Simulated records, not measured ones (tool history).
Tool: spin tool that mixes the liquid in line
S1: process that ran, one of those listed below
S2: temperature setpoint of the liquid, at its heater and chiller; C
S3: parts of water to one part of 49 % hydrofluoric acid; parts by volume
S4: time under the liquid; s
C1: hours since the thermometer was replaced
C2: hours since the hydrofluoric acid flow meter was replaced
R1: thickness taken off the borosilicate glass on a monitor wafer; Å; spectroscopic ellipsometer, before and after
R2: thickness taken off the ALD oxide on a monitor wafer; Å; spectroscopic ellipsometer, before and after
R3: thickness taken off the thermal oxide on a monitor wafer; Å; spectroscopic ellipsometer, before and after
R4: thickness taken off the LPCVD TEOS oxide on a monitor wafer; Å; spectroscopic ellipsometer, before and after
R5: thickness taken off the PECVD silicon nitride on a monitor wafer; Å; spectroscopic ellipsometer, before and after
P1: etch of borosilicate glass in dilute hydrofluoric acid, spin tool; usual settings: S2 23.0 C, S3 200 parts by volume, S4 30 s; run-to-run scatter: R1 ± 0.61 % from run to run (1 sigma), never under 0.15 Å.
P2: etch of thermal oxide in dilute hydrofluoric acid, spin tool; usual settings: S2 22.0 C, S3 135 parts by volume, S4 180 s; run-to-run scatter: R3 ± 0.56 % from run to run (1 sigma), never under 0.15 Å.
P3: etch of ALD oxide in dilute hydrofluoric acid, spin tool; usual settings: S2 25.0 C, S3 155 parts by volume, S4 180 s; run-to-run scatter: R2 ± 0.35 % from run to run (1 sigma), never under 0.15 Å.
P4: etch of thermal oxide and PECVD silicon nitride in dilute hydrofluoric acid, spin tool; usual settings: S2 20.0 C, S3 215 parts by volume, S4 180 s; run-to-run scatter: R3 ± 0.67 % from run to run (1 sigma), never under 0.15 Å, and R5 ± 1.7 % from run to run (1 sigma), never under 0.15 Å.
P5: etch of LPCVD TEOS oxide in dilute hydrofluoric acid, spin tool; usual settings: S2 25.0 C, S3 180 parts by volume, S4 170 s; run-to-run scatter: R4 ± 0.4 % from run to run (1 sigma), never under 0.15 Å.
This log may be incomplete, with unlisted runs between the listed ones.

run 1 day=0.388 | S1=P1 S2=23.0 S3=200 S4=30 | C1=442.7 C2=528.6 | R1=56.127
run 2 day=0.675 | S1=P3 S2=25.0 S3=155 S4=50 | C1=449.6 C2=535.5 | R2=63.058
run 3 day=1.154 | S1=P1 S2=23.0 S3=335 S4=30 | C1=461.1 C2=547.0 | R1=28.882
run 4 day=1.371 | S1=P1 S2=23.0 S3=200 S4=30 | C1=466.3 C2=552.2 | R1=55.408
run 5 day=1.638 | S1=P2 S2=22.0 S3=225 S4=180 | C1=472.7 C2=558.6 | R3=28.906
run 6 day=2.017 | S1=P3 S2=25.0 S3=155 S4=180 | C1=481.8 C2=567.7 | R2=225.300
run 7 day=2.296 | S1=P3 S2=30.0 S3=155 S4=180 | C1=488.5 C2=574.4 | R2=269.750
run 8 day=2.762 | S1=P1 S2=23.0 S3=200 S4=15 | C1=499.7 C2=585.6 | R1=27.763
run 9 day=3.196 | S1=P2 S2=22.0 S3=135 S4=180 | C1=510.1 C2=596.0 | R3=53.178
run 10 day=3.542 | S1=P5 S2=21.0 S3=180 S4=170 | C1=518.4 C2=604.3 | R4=202.61
run 11 day=3.862 | S1=P3 S2=25.0 S3=155 S4=180 | C1=526.1 C2=612.0 | R2=226.000
run 12 day=4.112 | S1=P1 S2=23.0 S3=200 S4=50 | C1=532.1 C2=618.0 | R1=92.217
run 13 day=4.408 | S1=P1 S2=23.0 S3=200 S4=30 | C1=539.2 C2=625.1 | R1=55.928
run 14 day=4.621 | S1=P4 S2=20.0 S3=215 S4=180 | C1=544.3 C2=630.2 | R3=30.967 R5=16.269
run 15 day=5.004 | S1=P4 S2=20.0 S3=350 S4=180 | C1=553.5 C2=639.4 | R3=16.557 R5=10.363
run 16 day=5.408 | S1=P5 S2=25.0 S3=180 S4=260 | C1=563.2 C2=649.1 | R4=360.43
run 17 day=5.800 | S1=P4 S2=20.0 S3=215 S4=315 | C1=572.6 C2=658.5 | R3=53.106 R5=28.576
run 18 day=6.096 | S1=P1 S2=26.5 S3=85 S4=30 | C1=579.7 C2=665.6 | R1=172.410
run 19 day=6.575 | S1=P1 S2=17.0 S3=200 S4=30 | C1=591.2 C2=677.1 | R1=44.773
run 20 day=6.796 | S1=P1 S2=31.0 S3=200 S4=30 | C1=596.5 C2=682.4 | R1=74.806
run 21 day=7.175 | S1=P1 S2=23.0 S3=60 S4=30 | C1=605.6 C2=691.5 | R1=218.160
run 22 day=7.404 | S1=P5 S2=25.0 S3=35 S4=170 | C1=611.1 C2=697.0 | R4=1459.70
run 23 day=7.867 | S1=P5 S2=25.0 S3=180 S4=170 | C1=622.2 C2=708.1 | R4=236.72

Run 24, settings as shown, results not yet in. Your forecast:
run 24 day=8.217 | S1=P1 S2=23.0 S3=200 S4=30 | C1=630.6 C2=716.5 | R1=?

R1: 55.726 Å
